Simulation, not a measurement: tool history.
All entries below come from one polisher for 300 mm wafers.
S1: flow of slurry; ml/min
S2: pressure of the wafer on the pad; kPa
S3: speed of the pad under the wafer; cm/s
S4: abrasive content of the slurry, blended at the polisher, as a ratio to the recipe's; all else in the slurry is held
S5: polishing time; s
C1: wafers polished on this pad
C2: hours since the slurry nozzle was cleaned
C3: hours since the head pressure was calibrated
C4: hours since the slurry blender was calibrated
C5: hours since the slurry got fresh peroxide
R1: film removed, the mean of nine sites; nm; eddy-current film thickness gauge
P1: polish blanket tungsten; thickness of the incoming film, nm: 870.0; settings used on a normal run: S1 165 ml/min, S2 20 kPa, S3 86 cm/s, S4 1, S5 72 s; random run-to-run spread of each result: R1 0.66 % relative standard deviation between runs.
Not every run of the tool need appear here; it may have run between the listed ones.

| run | hour | S1 | S2 | S3 | S4 | S5 | C1 | C2 | C3 | C4 | C5 | R1 |
|---|---|---|---|---|---|---|---|---|---|---|---|---|
| 1 | 7.4 | 165 | 20 | 86 | 1 | 72 | 335 | 157 | 280 | 191.1 | 75.2 | 205.28 |
| 2 | 14.7 | 165 | 20 | 86 | 0.5 | 72 | 402 | 164.3 | 287.3 | 198.4 | 82.5 | 174.43 |
| 3 | 21.5 | 100 | 20 | 86 | 1 | 72 | 464 | 171.1 | 294.1 | 205.2 | 89.3 | 185.18 |
| 4 | 26.4 | 165 | 20 | 86 | 1 | 72 | 509 | 176 | 299 | 210.1 | 94.2 | 203.11 |
| 5 | 30.4 | 120 | 20 | 86 | 1 | 102 | 546 | 180 | 303 | 214.1 | 98.2 | 270.29 |
| 6 | 36.6 | 165 | 20 | 62 | 1 | 72 | 602 | 186.2 | 309.2 | 220.3 | 104.4 | 146.89 |
| 7 | 44.2 | 165 | 20 | 86 | 1 | 72 | 672 | 193.8 | 316.8 | 227.9 | 112 | 203.32 |
| 8 | 47.9 | 165 | 20 | 86 | 1 | 72 | 706 | 197.5 | 320.5 | 231.6 | 115.7 | 202.9 |
| 9 | 52.8 | 165 | 10.3 | 86 | 1 | 72 | 750 | 202.4 | 325.4 | 236.5 | 120.6 | 105.05 |
| 10 | 60.8 | 165 | 20 | 86 | 1 | 50 | 824 | 210.4 | 333.4 | 244.5 | 128.6 | 141.85 |
| 11 | 68.4 | 165 | 20 | 86 | 1 | 72 | 893 | 218 | 341 | 252.1 | 136.2 | 205.12 |
| 12 | 76.2 | 165 | 20 | 86 | 1 | 104 | 964 | 225.8 | 348.8 | 259.9 | 144 | 294.42 |
| 13 | 82.5 | 165 | 29 | 86 | 1 | 72 | 1022 | 232.1 | 355.1 | 266.2 | 150.3 | 292.93 |
| 14 | 88.3 | 165 | 20 | 86 | 1 | 72 | 1075 | 237.9 | 360.9 | 272 | 156.1 | 205.21 |
| 15 | 92.8 | 165 | 20 | 86 | 1.25 | 72 | 1116 | 242.4 | 365.4 | 276.5 | 160.6 | 214.14 |
| 16 | 100.2 | 260 | 20 | 86 | 1 | 72 | 1184 | 249.8 | 372.8 | 283.9 | 168 | 215.3 |
| 17 | 105.1 | 165 | 20 | 112 | 1 | 72 | 1229 | 254.7 | 377.7 | 288.8 | 172.9 | 261.01 |
| 18 | 110.8 | 165 | 20 | 86 | 1 | 72 | 1281 | 260.4 | 383.4 | 294.5 | 178.6 | 205.05 |
| 19 | 118.1 | 165 | 20 | 86 | 1 | 72 | 1348 | 267.7 | 390.7 | 301.8 | 185.9 | 196.65 |

Expected results for the next run?
| 20 | 122.1 | 165 | 20 | 86 | 1 | 72 | 1384 | 271.7 | 394.7 | 305.8 | 189.9 | ? |

Run 20 produced R1 193.29 nm.

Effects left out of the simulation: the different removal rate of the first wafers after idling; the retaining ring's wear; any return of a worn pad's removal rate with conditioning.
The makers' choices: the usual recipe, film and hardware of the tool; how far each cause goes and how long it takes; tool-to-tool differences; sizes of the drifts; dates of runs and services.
